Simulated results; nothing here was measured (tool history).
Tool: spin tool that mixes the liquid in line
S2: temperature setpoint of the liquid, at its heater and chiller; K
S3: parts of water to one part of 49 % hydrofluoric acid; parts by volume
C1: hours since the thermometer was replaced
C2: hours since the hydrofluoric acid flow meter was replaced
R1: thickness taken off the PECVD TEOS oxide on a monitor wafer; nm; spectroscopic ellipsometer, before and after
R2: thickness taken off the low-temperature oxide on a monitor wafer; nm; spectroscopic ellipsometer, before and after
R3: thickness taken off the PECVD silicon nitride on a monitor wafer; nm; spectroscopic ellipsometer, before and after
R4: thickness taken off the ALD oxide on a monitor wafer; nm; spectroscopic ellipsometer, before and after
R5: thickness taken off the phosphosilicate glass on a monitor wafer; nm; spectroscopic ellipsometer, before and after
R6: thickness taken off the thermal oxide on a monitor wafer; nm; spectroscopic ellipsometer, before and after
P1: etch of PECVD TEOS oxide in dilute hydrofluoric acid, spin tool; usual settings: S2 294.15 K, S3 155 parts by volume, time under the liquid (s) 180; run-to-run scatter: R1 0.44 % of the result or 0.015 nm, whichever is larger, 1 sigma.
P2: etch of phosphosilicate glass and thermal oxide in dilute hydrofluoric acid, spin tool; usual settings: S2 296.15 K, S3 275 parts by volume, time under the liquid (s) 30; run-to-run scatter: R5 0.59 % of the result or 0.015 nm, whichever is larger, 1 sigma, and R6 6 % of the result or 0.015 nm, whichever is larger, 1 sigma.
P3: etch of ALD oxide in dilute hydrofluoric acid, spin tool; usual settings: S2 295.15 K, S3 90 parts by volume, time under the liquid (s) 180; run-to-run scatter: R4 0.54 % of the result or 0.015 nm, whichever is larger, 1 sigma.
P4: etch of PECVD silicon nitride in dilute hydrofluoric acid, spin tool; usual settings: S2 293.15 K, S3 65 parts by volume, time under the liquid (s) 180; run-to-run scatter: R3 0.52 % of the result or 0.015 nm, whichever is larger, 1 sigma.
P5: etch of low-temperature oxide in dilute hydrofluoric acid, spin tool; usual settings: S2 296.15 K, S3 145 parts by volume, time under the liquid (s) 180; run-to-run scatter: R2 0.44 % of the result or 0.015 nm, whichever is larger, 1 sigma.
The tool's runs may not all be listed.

run 1 day=0.367 | process_that_ran=P1 S2=294.15 S3=155 time_under_the_liquid_(s)=180 | C1=583.1 C2=232.6 | R1=9.61180
run 2 day=1.117 | process_that_ran=P1 S2=300.65 S3=65 time_under_the_liquid_(s)=180 | C1=601.1 C2=250.6 | R1=33.19800
run 3 day=1.762 | process_that_ran=P1 S2=302.15 S3=155 time_under_the_liquid_(s)=180 | C1=616.6 C2=266.1 | R1=12.96600
run 4 day=2.379 | process_that_ran=P5 S2=296.15 S3=145 time_under_the_liquid_(s)=305 | C1=631.4 C2=280.9 | R2=45.033
run 5 day=2.908 | process_that_ran=P1 S2=294.15 S3=155 time_under_the_liquid_(s)=180 | C1=644.1 C2=293.6 | R1=9.60320
run 6 day=3.621 | process_that_ran=P1 S2=294.15 S3=155 time_under_the_liquid_(s)=280 | C1=661.2 C2=310.7 | R1=15.02300
run 7 day=4.162 | process_that_ran=P4 S2=293.15 S3=65 time_under_the_liquid_(s)=25 | C1=674.2 C2=323.7 | R3=0.73168
run 8 day=4.554 | process_that_ran=P3 S2=295.15 S3=90 time_under_the_liquid_(s)=50 | C1=683.6 C2=333.1 | R4=8.1722
run 9 day=5.300 | process_that_ran=P4 S2=290.15 S3=65 time_under_the_liquid_(s)=180 | C1=701.5 C2=351.0 | R3=4.31140
run 10 day=5.938 | process_that_ran=P4 S2=293.15 S3=65 time_under_the_liquid_(s)=180 | C1=716.8 C2=366.3 | R3=5.33030
run 11 day=6.425 | process_that_ran=P3 S2=295.15 S3=90 time_under_the_liquid_(s)=180 | C1=728.5 C2=378.0 | R4=29.7830
run 12 day=7.033 | process_that_ran=P1 S2=294.15 S3=240 time_under_the_liquid_(s)=180 | C1=743.1 C2=392.6 | R1=5.72040
run 13 day=7.592 | process_that_ran=P2 S2=290.65 S3=275 time_under_the_liquid_(s)=30 | C1=756.5 C2=406.0 | R5=4.2436 R6=0.32051
run 14 day=8.042 | process_that_ran=P1 S2=294.15 S3=155 time_under_the_liquid_(s)=180 | C1=767.3 C2=416.8 | R1=9.63300
run 15 day=8.388 | process_that_ran=P1 S2=299.65 S3=155 time_under_the_liquid_(s)=45 | C1=775.6 C2=425.1 | R1=2.99550
run 16 day=9.129 | process_that_ran=P5 S2=296.15 S3=90 time_under_the_liquid_(s)=180 | C1=793.4 C2=442.9 | R2=45.798
run 17 day=9.712 | process_that_ran=P5 S2=302.15 S3=145 time_under_the_liquid_(s)=180 | C1=807.4 C2=456.9 | R2=33.461
run 18 day=10.054 | process_that_ran=P1 S2=294.15 S3=155 time_under_the_liquid_(s)=15 | C1=815.6 C2=465.1 | R1=0.83752
run 19 day=10.388 | process_that_ran=P1 S2=290.15 S3=155 time_under_the_liquid_(s)=180 | C1=823.6 C2=473.1 | R1=8.24460
run 20 day=11.021 | process_that_ran=P3 S2=295.15 S3=30 time_under_the_liquid_(s)=180 | C1=838.8 C2=488.3 | R4=95.3300
run 21 day=11.588 | process_that_ran=P2 S2=296.15 S3=275 time_under_the_liquid_(s)=60 | C1=852.4 C2=501.9 | R5=10.3890 R6=0.76930
run 22 day=12.292 | process_that_ran=P1 S2=290.15 S3=155 time_under_the_liquid_(s)=320 | C1=869.3 C2=518.8 | R1=14.68900
-- day=12.908 thermometer replaced
run 23 day=12.962 | process_that_ran=P2 S2=296.15 S3=275 time_under_the_liquid_(s)=30 | C1=1.3 C2=534.9 | R5=5.2346 R6=0.37458
run 24 day=13.458 | process_that_ran=P5 S2=296.15 S3=145 time_under_the_liquid_(s)=180 | C1=13.2 C2=546.8 | R2=26.774
run 25 day=14.146 | process_that_ran=P1 S2=294.15 S3=155 time_under_the_liquid_(s)=180 | C1=29.7 C2=563.3 | R1=9.64730
run 26 day=14.767 | process_that_ran=P2 S2=296.15 S3=440 time_under_the_liquid_(s)=30 | C1=44.6 C2=578.2 | R5=2.8163 R6=0.21649
run 27 day=15.492 | process_that_ran=P1 S2=294.15 S3=25 time_under_the_liquid_(s)=180 | C1=62.0 C2=595.6 | R1=68.92300
run 28 day=15.942 | process_that_ran=P3 S2=299.65 S3=90 time_under_the_liquid_(s)=180 | C1=72.8 C2=606.4 | R4=35.5060
run 29 day=16.450 | process_that_ran=P4 S2=293.15 S3=65 time_under_the_liquid_(s)=180 | C1=85.0 C2=618.6 | R3=5.36070
run 30 day=17.100 | process_that_ran=P4 S2=293.15 S3=100 time_under_the_liquid_(s)=180 | C1=100.6 C2=634.2 | R3=3.51210
run 31 day=17.458 | process_that_ran=P1 S2=294.15 S3=155 time_under_the_liquid_(s)=180 | C1=109.2 C2=642.8 | R1=9.66830
run 32 day=18.058 | process_that_ran=P1 S2=294.15 S3=155 time_under_the_liquid_(s)=180 | C1=123.6 C2=657.2 | R1=9.15400
run 33 day=18.471 | process_that_ran=P1 S2=294.15 S3=155 time_under_the_liquid_(s)=180 | C1=133.5 C2=667.1 | R1=9.04360
run 34 day=19.150 | process_that_ran=P1 S2=294.15 S3=155 time_under_the_liquid_(s)=180 | C1=149.8 C2=683.4 | R1=9.00180
run 35 day=19.754 | process_that_ran=P1 S2=294.15 S3=155 time_under_the_liquid_(s)=180 | C1=164.3 C2=697.9 | R1=8.77490
run 36 day=20.129 | process_that_ran=P1 S2=294.15 S3=155 time_under_the_liquid_(s)=180 | C1=173.3 C2=706.9 | R1=8.84290
run 37 day=20.508 | process_that_ran=P1 S2=294.15 S3=155 time_under_the_liquid_(s)=180 | C1=182.4 C2=716.0 | R1=8.79490

What P1 gives has crept away from where it was. These 2 causes fit the log equally well, each at the size given:
A: liquid colder than its thermometer reads (K) = 2.27
B: hydrofluoric acid flow below the setpoint (%) = 7.42
The creep began at about day 17.458.

4 check runs are offered, one wafer each, their results left as question marks. Which one tells the causes apart?
run check 1 day=20.888 | process_that_ran=P5 S2=296.15 S3=145 time_under_the_liquid_(s)=180 | R2=?
run check 2 day=20.888 | process_that_ran=P3 S2=295.15 S3=90 time_under_the_liquid_(s)=180 | R4=?
run check 3 day=20.888 | process_that_ran=P2 S2=296.15 S3=275 time_under_the_liquid_(s)=30 | R5=? R6=?
run check 4 day=20.888 | process_that_ran=P4 S2=293.15 S3=65 time_under_the_liquid_(s)=180 | R3=?

What each check would give under each cause:
check=check_1 result=R2 if_A=24.408 if_B=24.382
check=check_2 result=R4 if_A=26.9410 if_B=27.1450
check=check_3 result=R5 if_A=4.7995 if_B=4.7223
check=check_3 result=R6 if_A=0.35842 if_B=0.35266
check=check_4 result=R3 if_A=4.56560 if_B=4.96020
How far apart the two closest causes lie, in the result that separates them most: check 1 0.11 %; check 2 0.75 %; check 3 1.62 %; check 4 8.29 %
Check 4 tells the causes apart: in the others they would give nearly the same result.

Check 4 was then run and gave: R3 4.96870 nm. Which cause is it?

It is B: hydrofluoric acid flow below the setpoint (%).
